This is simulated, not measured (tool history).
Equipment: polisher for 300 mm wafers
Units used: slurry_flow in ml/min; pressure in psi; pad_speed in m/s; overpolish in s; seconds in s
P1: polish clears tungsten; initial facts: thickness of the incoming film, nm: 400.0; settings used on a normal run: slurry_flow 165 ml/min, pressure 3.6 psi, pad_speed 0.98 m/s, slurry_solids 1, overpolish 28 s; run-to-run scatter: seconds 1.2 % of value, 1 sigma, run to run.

run 1 hour=4.2 | slurry_flow=165 pressure=3.6 pad_speed=0.98 slurry_solids=1 overpolish=28 | seconds=81.027
run 2 hour=11.7 | slurry_flow=265 pressure=3.6 pad_speed=0.98 slurry_solids=1 overpolish=28 | seconds=76.876
run 3 hour=16.5 | slurry_flow=165 pressure=3.6 pad_speed=0.98 slurry_solids=1 overpolish=10 | seconds=83.257
run 4 hour=23 | slurry_flow=165 pressure=5.2 pad_speed=0.98 slurry_solids=1 overpolish=28 | seconds=56.981
run 5 hour=29.4 | slurry_flow=165 pressure=3.6 pad_speed=0.44 slurry_solids=1 overpolish=28 | seconds=179.51
run 6 hour=34.7 | slurry_flow=205 pressure=3.6 pad_speed=0.98 slurry_solids=1 overpolish=46 | seconds=79.138
run 7 hour=38.7 | slurry_flow=165 pressure=3.6 pad_speed=0.98 slurry_solids=0.5 overpolish=28 | seconds=95.186
run 8 hour=46.1 | slurry_flow=100 pressure=3.6 pad_speed=0.98 slurry_solids=1 overpolish=28 | seconds=89.336
run 9 hour=53.4 | slurry_flow=165 pressure=3.6 pad_speed=0.98 slurry_solids=1 overpolish=54 | seconds=79.787
run 10 hour=58.9 | slurry_flow=165 pressure=3.6 pad_speed=0.98 slurry_solids=1 overpolish=28 | seconds=80.406
run 11 hour=66.6 | slurry_flow=165 pressure=3.6 pad_speed=0.98 slurry_solids=1 overpolish=28 | seconds=80.648
run 12 hour=73.1 | slurry_flow=165 pressure=3.6 pad_speed=0.98 slurry_solids=1.45 overpolish=28 | seconds=73.492
run 13 hour=79.3 | slurry_flow=165 pressure=3.6 pad_speed=0.98 slurry_solids=1 overpolish=28 | seconds=80.696
run 14 hour=82.9 | slurry_flow=165 pressure=3.6 pad_speed=0.98 slurry_solids=1 overpolish=28 | seconds=79.794
run 15 hour=87 | slurry_flow=165 pressure=2.3 pad_speed=0.98 slurry_solids=1 overpolish=28 | seconds=127.67
run 16 hour=94.7 | slurry_flow=165 pressure=5.3 pad_speed=0.98 slurry_solids=0.6 overpolish=28 | seconds=61.126
run 17 hour=100.9 | slurry_flow=165 pressure=3.6 pad_speed=1.54 slurry_solids=1 overpolish=28 | seconds=52.069
run 18 hour=105.1 | slurry_flow=165 pressure=3.6 pad_speed=0.98 slurry_solids=1 overpolish=28 | seconds=81.228
run 19 hour=112.3 | slurry_flow=165 pressure=3.6 pad_speed=0.98 slurry_solids=1 overpolish=28 | seconds=85.406
run 20 hour=119.1 | slurry_flow=165 pressure=3.6 pad_speed=0.98 slurry_solids=1 overpolish=28 | seconds=84.275
run 21 hour=125.2 | slurry_flow=165 pressure=3.6 pad_speed=0.98 slurry_solids=1 overpolish=28 | seconds=85.502
-- hour=128 head pressure recalibrated
run 22 hour=131.4 | slurry_flow=165 pressure=3.6 pad_speed=0.98 slurry_solids=1 overpolish=28 | seconds=88.302
-- hour=132.3 slurry blender recalibrated
run 23 hour=136.1 | slurry_flow=165 pressure=3.6 pad_speed=0.98 slurry_solids=1 overpolish=28 | seconds=89.039
-- hour=141.9 worn pad replaced by a new one
run 24 hour=143.6 | slurry_flow=165 pressure=3.6 pad_speed=0.98 slurry_solids=1 overpolish=28 | seconds=89.484
run 25 hour=147.2 | slurry_flow=165 pressure=3.6 pad_speed=0.98 slurry_solids=1 overpolish=28 | seconds=87.601
run 26 hour=152.5 | slurry_flow=165 pressure=3.6 pad_speed=0.98 slurry_solids=1 overpolish=28 | seconds=88.083
run 27 hour=156.4 | slurry_flow=165 pressure=3.6 pad_speed=0.98 slurry_solids=1 overpolish=28 | seconds=87.881
run 28 hour=160.1 | slurry_flow=165 pressure=3.6 pad_speed=0.98 slurry_solids=1 overpolish=28 | seconds=89.153
run 29 hour=167.3 | slurry_flow=165 pressure=3.6 pad_speed=0.98 slurry_solids=1 overpolish=28 | seconds=88.546

Something has made what P1 gives creep away from where it was; the 2 causes below, each at its own stated size, fit the log equally well:
A: peroxide lost from the slurry, % = 21.5
B: slurry flow missing at the pad, % = 38
Creep in the process output first set in at about hour 105.1.
Ruled out, with reasons:
removal rate lost through wear of the pad, %: its service at hour 141.9 followed the start of the drift and did not put the process back to its old value
head's pressure below its setpoint, %: its service at hour 128 followed the start of the drift and did not put the process back to its old value
abrasive missing from the slurry, %: its service at hour 132.3 followed the start of the drift and did not put the process back to its old value

Which of the check runs below tells the causes apart, meaning the causes would give it clearly different results? Each run uses 3 wafers whose results are averaged, and each result is shown as a question mark.
run check 1 hour=174.5 | slurry_flow=100 pressure=2.5 pad_speed=0.98 slurry_solids=1 overpolish=28 | seconds=?
run check 2 hour=174.5 | slurry_flow=165 pressure=3.6 pad_speed=0.52 slurry_solids=1 overpolish=43 | seconds=?
run check 3 hour=174.5 | slurry_flow=165 pressure=3.6 pad_speed=1.44 slurry_solids=1 overpolish=28 | seconds=?
run check 4 hour=174.5 | slurry_flow=165 pressure=5 pad_speed=0.98 slurry_solids=0.6 overpolish=28 | seconds=?

Expected result of each check under each candidate cause:
check=check_1 result=seconds if_A=141.85 if_B=149.47
check=check_2 result=seconds if_A=167.92 if_B=167.93
check=check_3 result=seconds if_A=60.637 if_B=60.641
check=check_4 result=seconds if_A=72.169 if_B=72.174
Separation of the two closest causes in each check, using whichever result separates them best: check 1 5.24 %; check 2 0.01 %; check 3 0.01 %; check 4 0.01 %
Only check 1 tells the causes apart: in the others they would give nearly the same result.

After running check 1, the following was obtained: seconds 149.24 s. Which cause does this point to?

The cause is B: slurry flow missing at the pad, %.
